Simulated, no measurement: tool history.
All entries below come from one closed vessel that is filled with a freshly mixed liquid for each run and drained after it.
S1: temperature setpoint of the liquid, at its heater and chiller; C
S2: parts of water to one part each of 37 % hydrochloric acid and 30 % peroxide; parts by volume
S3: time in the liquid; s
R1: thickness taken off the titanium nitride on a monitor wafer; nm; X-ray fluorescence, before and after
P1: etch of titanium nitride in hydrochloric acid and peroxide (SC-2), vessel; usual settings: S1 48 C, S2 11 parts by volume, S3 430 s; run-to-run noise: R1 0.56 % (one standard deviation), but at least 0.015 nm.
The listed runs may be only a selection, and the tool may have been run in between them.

run   hour  S1  S2   S3      R1
  1    9.8  48  11  430  16.271
  2   18.4  48  20  430  9.6016
  3   29.2  48  11   30  1.1474
  4   42.4  35  11  430  6.5293
  5   53.1  63  11  430  43.052
  6   61.9  48  11  430   16.23
  7   71.2  48  11  430  16.106
  8   81.9  48  11  430  16.249
  9   97.4  48  11  430  16.346
 10  107.4  56  11  235  15.261
 11  120.3  48  11  795  30.154
 12    135  48  11  430  16.268
 13  151.4  48   4  430  35.431
 14  164.9  48  11  430  16.247
 15  175.1  48  11  430  15.699
 16  189.2  48  11  430  15.373
 17  197.4  48  11  430  15.279
 18  207.6  48  11  430  15.158

Run 19 has not been measured yet. What should we expect?
 19  219.4  48  11  430   ?

R1: 14.919 nm

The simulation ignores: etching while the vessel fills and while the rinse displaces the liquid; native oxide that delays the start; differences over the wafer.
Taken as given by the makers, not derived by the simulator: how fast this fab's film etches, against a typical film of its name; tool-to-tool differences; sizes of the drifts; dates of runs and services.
